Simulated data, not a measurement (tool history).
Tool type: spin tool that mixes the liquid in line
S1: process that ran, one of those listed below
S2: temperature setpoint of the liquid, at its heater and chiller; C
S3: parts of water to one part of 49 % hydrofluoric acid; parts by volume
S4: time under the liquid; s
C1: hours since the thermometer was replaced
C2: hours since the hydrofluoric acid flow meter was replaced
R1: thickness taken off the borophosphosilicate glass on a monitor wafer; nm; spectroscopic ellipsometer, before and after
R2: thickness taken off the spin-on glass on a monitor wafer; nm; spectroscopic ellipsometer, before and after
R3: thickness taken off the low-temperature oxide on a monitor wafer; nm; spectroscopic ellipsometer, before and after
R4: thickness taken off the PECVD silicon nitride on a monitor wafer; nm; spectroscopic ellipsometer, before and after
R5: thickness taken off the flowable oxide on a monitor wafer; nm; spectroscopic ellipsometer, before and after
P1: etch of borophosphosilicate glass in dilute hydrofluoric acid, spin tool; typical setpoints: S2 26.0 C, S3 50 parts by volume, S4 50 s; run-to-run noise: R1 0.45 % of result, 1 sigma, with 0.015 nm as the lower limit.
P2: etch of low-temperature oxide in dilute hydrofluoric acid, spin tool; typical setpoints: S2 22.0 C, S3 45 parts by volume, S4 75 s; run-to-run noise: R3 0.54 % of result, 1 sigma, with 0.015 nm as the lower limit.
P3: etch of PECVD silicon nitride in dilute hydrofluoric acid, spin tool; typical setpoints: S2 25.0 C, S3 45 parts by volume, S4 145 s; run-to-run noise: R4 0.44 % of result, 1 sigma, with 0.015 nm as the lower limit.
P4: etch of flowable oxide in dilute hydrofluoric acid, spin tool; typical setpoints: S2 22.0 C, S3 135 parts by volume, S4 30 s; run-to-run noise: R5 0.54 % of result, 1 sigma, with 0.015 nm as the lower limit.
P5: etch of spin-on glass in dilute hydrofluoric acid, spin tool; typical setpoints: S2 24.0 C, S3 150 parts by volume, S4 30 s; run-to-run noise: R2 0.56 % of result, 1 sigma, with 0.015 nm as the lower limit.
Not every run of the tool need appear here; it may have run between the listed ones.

run   hour  S1    S2   S3   S4     C1      C2       R1      R2       R3      R4       R5
  1    5.0  P1  26.0   50   50  680.0  1197.4   43.417
  2   10.6  P1  26.0   50   50  685.6  1203.0   43.448
  3   19.8  P1  26.0   50   50  694.8  1212.2   43.952
  4   27.4  P5  24.0  150   15  702.4  1219.8           4.3953
  5   35.1  P2  22.0   65   75  710.1  1227.5                   26.8860
  6   42.9  P3  25.0   45  145  717.9  1235.3                            6.6189
  7   49.8  P2  29.0   45   75  724.8  1242.2                   53.2300
  8   54.9  P4  22.0  135   60  729.9  1247.3                                    14.0780
  9   61.3  P1  30.0   50   50  736.3  1253.7   51.106
 10   68.8  P4  22.0  135   30  743.8  1261.2                                     7.1734
 11   73.5  P3  25.0   45  145  748.5  1265.9                            6.6811
 12   77.7  P5  24.0  235   30  752.7  1270.1           5.0623
 13   85.5  P5  24.0  150   30  760.5  1277.9           8.8466
 14   92.6  P1  26.0   20   50  767.6  1285.0  113.660
 15   97.1  P1  26.0   90   50  772.1  1289.5   22.789
 16  102.1  P2  22.0   45   75  777.1  1294.5                   39.6440
 17  108.3  P1  26.0   50   15  783.3  1300.7   13.023
 18  112.9  P4  26.5  135   30  787.9  1305.3                                     8.4809
 19  121.7  P1  26.0   50   80  796.7  1314.1   69.844
 20  129.1  P3  18.0   45  145  804.1  1321.5                            4.0636
 21  134.5  P1  18.0   50   50  809.5  1326.9   31.044
 22  139.9  P1  26.0   50   50  814.9  1332.3   43.532
 23  146.5  P3  25.0   75  145  821.5  1338.9                            4.0424
 24  152.9  P1  26.0   50   50  827.9  1345.3   43.794
     155.5  -- thermometer replaced
 25  157.7  P2  22.0   45   15    2.3  1350.1                    7.9256
 26  166.1  P3  25.0   45   35   10.7  1358.5                            1.6128
 27  171.0  P2  22.0   45   75   15.6  1363.4                   39.8310
 28  177.2  P4  22.0  235   30   21.8  1369.6                                     3.6722

For run 29, what comes out?
 29  183.5  P5  30.5  150  30  28.1  1375.9       ?

For run 29 the tool returned R2 11.2090 nm.
